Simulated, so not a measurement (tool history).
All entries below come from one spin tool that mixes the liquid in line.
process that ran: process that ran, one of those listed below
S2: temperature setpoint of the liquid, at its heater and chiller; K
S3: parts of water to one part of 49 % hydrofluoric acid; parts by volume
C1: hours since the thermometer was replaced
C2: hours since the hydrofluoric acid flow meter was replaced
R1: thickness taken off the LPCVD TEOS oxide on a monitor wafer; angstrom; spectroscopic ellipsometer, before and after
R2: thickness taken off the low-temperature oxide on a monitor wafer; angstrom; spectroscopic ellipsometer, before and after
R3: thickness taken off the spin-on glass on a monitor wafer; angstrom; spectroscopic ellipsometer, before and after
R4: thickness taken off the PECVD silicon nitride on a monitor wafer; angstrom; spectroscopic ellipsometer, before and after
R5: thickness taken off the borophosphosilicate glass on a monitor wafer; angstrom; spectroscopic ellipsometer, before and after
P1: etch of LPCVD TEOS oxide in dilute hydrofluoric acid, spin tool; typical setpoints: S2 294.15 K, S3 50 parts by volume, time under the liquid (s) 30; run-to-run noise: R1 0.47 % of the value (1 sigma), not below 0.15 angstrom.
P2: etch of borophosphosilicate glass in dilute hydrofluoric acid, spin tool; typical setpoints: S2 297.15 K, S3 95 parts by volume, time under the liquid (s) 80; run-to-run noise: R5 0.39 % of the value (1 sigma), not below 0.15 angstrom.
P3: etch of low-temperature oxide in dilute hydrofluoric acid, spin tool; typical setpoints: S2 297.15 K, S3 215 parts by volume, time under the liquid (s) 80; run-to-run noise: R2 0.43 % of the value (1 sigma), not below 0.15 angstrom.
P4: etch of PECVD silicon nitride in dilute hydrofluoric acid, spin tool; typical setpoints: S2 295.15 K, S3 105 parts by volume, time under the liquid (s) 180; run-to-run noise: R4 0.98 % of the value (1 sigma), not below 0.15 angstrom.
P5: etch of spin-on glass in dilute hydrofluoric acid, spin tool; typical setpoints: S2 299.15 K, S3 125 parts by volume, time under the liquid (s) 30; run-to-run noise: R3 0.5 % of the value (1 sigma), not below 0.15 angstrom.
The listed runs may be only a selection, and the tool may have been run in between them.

{"run": 1, "hour": 4.1, "process that ran": "P1", "S2": 294.15, "S3": 50, "time under the liquid (s)": 30, "C1": 1667.6, "C2": 434.4, "R1": 113.8}
{"run": 2, "hour": 7.6, "process that ran": "P1", "S2": 294.15, "S3": 70, "time under the liquid (s)": 15, "C1": 1671.1, "C2": 437.9, "R1": 39.863}
{"run": 3, "hour": 12.0, "process that ran": "P3", "S2": 297.15, "S3": 215, "time under the liquid (s)": 15, "C1": 1675.5, "C2": 442.3, "R2": 15.247}
{"run": 4, "hour": 15.3, "process that ran": "P5", "S2": 291.65, "S3": 125, "time under the liquid (s)": 30, "C1": 1678.8, "C2": 445.6, "R3": 111.04}
{"run": 5, "hour": 19.4, "process that ran": "P1", "S2": 290.15, "S3": 25, "time under the liquid (s)": 30, "C1": 1682.9, "C2": 449.7, "R1": 198.06}
{"run": 6, "hour": 24.0, "process that ran": "P4", "S2": 295.15, "S3": 175, "time under the liquid (s)": 180, "C1": 1687.5, "C2": 454.3, "R4": 15.861}
{"run": 7, "hour": 28.7, "process that ran": "P5", "S2": 299.15, "S3": 200, "time under the liquid (s)": 30, "C1": 1692.2, "C2": 459, "R3": 85.461}
{"run": 8, "hour": 31.9, "process that ran": "P5", "S2": 299.15, "S3": 125, "time under the liquid (s)": 30, "C1": 1695.4, "C2": 462.2, "R3": 149.36}
{"run": 9, "hour": 35.8, "process that ran": "P2", "S2": 297.15, "S3": 95, "time under the liquid (s)": 120, "C1": 1699.3, "C2": 466.1, "R5": 535.63}
{"run": 10, "hour": 39.5, "process that ran": "P1", "S2": 298.15, "S3": 50, "time under the liquid (s)": 30, "C1": 1703, "C2": 469.8, "R1": 135.47}
{"run": 11, "hour": 43.3, "process that ran": "P1", "S2": 294.15, "S3": 50, "time under the liquid (s)": 30, "C1": 1706.8, "C2": 473.6, "R1": 113.93}
{"run": 12, "hour": 45.7, "process that ran": "P3", "S2": 292.15, "S3": 215, "time under the liquid (s)": 80, "C1": 1709.2, "C2": 476, "R2": 65.903}
{"run": 13, "hour": 49.1, "process that ran": "P4", "S2": 295.15, "S3": 105, "time under the liquid (s)": 330, "C1": 1712.6, "C2": 479.4, "R4": 47.911}
{"run": 14, "hour": 51.6, "process that ran": "P1", "S2": 294.15, "S3": 20, "time under the liquid (s)": 30, "C1": 1715.1, "C2": 481.9, "R1": 295.68}
{"run": 15, "hour": 55.0, "process that ran": "P1", "S2": 294.15, "S3": 50, "time under the liquid (s)": 30, "C1": 1718.5, "C2": 485.3, "R1": 114.1}
{"run": 16, "hour": 57.4, "process that ran": "P1", "S2": 294.15, "S3": 50, "time under the liquid (s)": 15, "C1": 1720.9, "C2": 487.7, "R1": 56.86}
{"run": 17, "hour": 61.1, "process that ran": "P1", "S2": 294.15, "S3": 50, "time under the liquid (s)": 30, "C1": 1724.6, "C2": 491.4, "R1": 114.08}
{"run": 18, "hour": 63.5, "process that ran": "P1", "S2": 294.15, "S3": 75, "time under the liquid (s)": 30, "C1": 1727, "C2": 493.8, "R1": 73.216}
{"run": 19, "hour": 66.4, "process that ran": "P3", "S2": 297.15, "S3": 40, "time under the liquid (s)": 80, "C1": 1729.9, "C2": 496.7, "R2": 534.29}
{"run": 20, "hour": 69.1, "process that ran": "P4", "S2": 295.15, "S3": 105, "time under the liquid (s)": 180, "C1": 1732.6, "C2": 499.4, "R4": 26.122}
{"run": 21, "hour": 72.1, "process that ran": "P3", "S2": 297.15, "S3": 215, "time under the liquid (s)": 80, "C1": 1735.6, "C2": 502.4, "R2": 80.423}
{"run": 22, "hour": 76.3, "process that ran": "P1", "S2": 294.15, "S3": 50, "time under the liquid (s)": 30, "C1": 1739.8, "C2": 506.6, "R1": 114.06}
{"run": 23, "hour": 79.9, "process that ran": "P4", "S2": 300.65, "S3": 105, "time under the liquid (s)": 180, "C1": 1743.4, "C2": 510.2, "R4": 38.673}
{"run": 24, "hour": 82.5, "process that ran": "P2", "S2": 297.15, "S3": 95, "time under the liquid (s)": 80, "C1": 1746, "C2": 512.8, "R5": 356.24}
{"run": 25, "hour": 87.0, "process that ran": "P1", "S2": 294.15, "S3": 50, "time under the liquid (s)": 60, "C1": 1750.5, "C2": 517.3, "R1": 228.6}
{"run": 26, "hour": 91.9, "process that ran": "P3", "S2": 297.15, "S3": 215, "time under the liquid (s)": 80, "C1": 1755.4, "C2": 522.2, "R2": 79.697}
{"run": 27, "hour": 96.8, "process that ran": "P5", "S2": 299.15, "S3": 125, "time under the liquid (s)": 15, "C1": 1760.3, "C2": 527.1, "R3": 73.873}
{"run": 28, "hour": 100.0, "process that ran": "P1", "S2": 294.15, "S3": 50, "time under the liquid (s)": 30, "C1": 1763.5, "C2": 530.3, "R1": 113.29}
{"run": 29, "hour": 105.2, "process that ran": "P2", "S2": 297.15, "S3": 20, "time under the liquid (s)": 80, "C1": 1768.7, "C2": 535.5, "R5": 1872.7}
{"run": 30, "hour": 109.2, "process that ran": "P2", "S2": 290.65, "S3": 95, "time under the liquid (s)": 80, "C1": 1772.7, "C2": 539.5, "R5": 272.59}
{"run": 31, "hour": 113.1, "process that ran": "P1", "S2": 290.15, "S3": 50, "time under the liquid (s)": 30, "C1": 1776.6, "C2": 543.4, "R1": 96.374}
{"run": 32, "hour": 115.4, "process that ran": "P1", "S2": 294.15, "S3": 50, "time under the liquid (s)": 30, "C1": 1778.9, "C2": 545.7, "R1": 114.6}
{"run": 33, "hour": 118.3, "process that ran": "P1", "S2": 294.15, "S3": 50, "time under the liquid (s)": 30, "C1": 1781.8, "C2": 548.6, "R1": 111.6}
{"run": 34, "hour": 123.1, "process that ran": "P1", "S2": 294.15, "S3": 50, "time under the liquid (s)": 30, "C1": 1786.6, "C2": 553.4, "R1": 110.21}
{"run": 35, "hour": 125.5, "process that ran": "P1", "S2": 294.15, "S3": 50, "time under the liquid (s)": 30, "C1": 1789, "C2": 555.8, "R1": 108.04}
{"run": 36, "hour": 128.9, "process that ran": "P1", "S2": 294.15, "S3": 50, "time under the liquid (s)": 30, "C1": 1792.4, "C2": 559.2, "R1": 107.81}
{"run": 37, "hour": 133.1, "process that ran": "P1", "S2": 294.15, "S3": 50, "time under the liquid (s)": 30, "C1": 1796.6, "C2": 563.4, "R1": 107.92}
{"run": 38, "hour": 136.6, "process that ran": "P1", "S2": 294.15, "S3": 50, "time under the liquid (s)": 30, "C1": 1800.1, "C2": 566.9, "R1": 107.03}
{"run": 39, "hour": 139.9, "process that ran": "P1", "S2": 294.15, "S3": 50, "time under the liquid (s)": 30, "C1": 1803.4, "C2": 570.2, "R1": 105.68}
{"run": 40, "hour": 144.3, "process that ran": "P1", "S2": 294.15, "S3": 50, "time under the liquid (s)": 30, "C1": 1807.8, "C2": 574.6, "R1": 106.78}
{"run": 41, "hour": 148.7, "process that ran": "P1", "S2": 294.15, "S3": 50, "time under the liquid (s)": 30, "C1": 1812.2, "C2": 579, "R1": 105.88}
{"run": 42, "hour": 153.8, "process that ran": "P1", "S2": 294.15, "S3": 50, "time under the liquid (s)": 30, "C1": 1817.3, "C2": 584.1, "R1": 105.93}

P1 has crept away from where it was. The log is fitted equally well by each of these 2 causes, at the sizes shown:
A: hydrofluoric acid flow below the setpoint (%) = 6.76
B: liquid colder than its thermometer reads (K) = 1.76
The onset of the drift is placed at about hour 115.4.

Which of the check runs below tells the causes apart, meaning the causes would give it clearly different results? Each run uses 3 wafers whose results are averaged, and each result is shown as a question mark.
{"run": "check 1", "hour": 158.9, "process that ran": "P4", "S2": 299.65, "S3": 105, "time under the liquid (s)": 180, "R4": "?"}
{"run": "check 2", "hour": 158.9, "process that ran": "P2", "S2": 297.15, "S3": 20, "time under the liquid (s)": 115, "R5": "?"}
{"run": "check 3", "hour": 158.9, "process that ran": "P3", "S2": 297.15, "S3": 55, "time under the liquid (s)": 20, "R2": "?"}
{"run": "check 4", "hour": 158.9, "process that ran": "P5", "S2": 292.15, "S3": 125, "time under the liquid (s)": 30, "R3": "?"}

If the cause were each of the candidates in turn, the checks would give the following:
check=check_1 result=R4 if_A=33.224 if_B=31.777
check=check_2 result=R5 if_A=2496.9 if_B=2489.9
check=check_3 result=R2 if_A=87.599 if_B=87.828
check=check_4 result=R3 if_A=104.67 if_B=105.41
Distance between the nearest two causes, measured in the result of the check that separates them most: check 1 4.45 %; check 2 0.28 %; check 3 0.26 %; check 4 0.7 %
The other checks would show nearly matching results whichever cause is true, so check 1 is the only one that separates the causes.

Check 1 was carried out, with these results: R4 33.489 angstrom. Which of the listed causes is responsible?

Of the candidate causes, it is A: hydrofluoric acid flow below the setpoint (%).

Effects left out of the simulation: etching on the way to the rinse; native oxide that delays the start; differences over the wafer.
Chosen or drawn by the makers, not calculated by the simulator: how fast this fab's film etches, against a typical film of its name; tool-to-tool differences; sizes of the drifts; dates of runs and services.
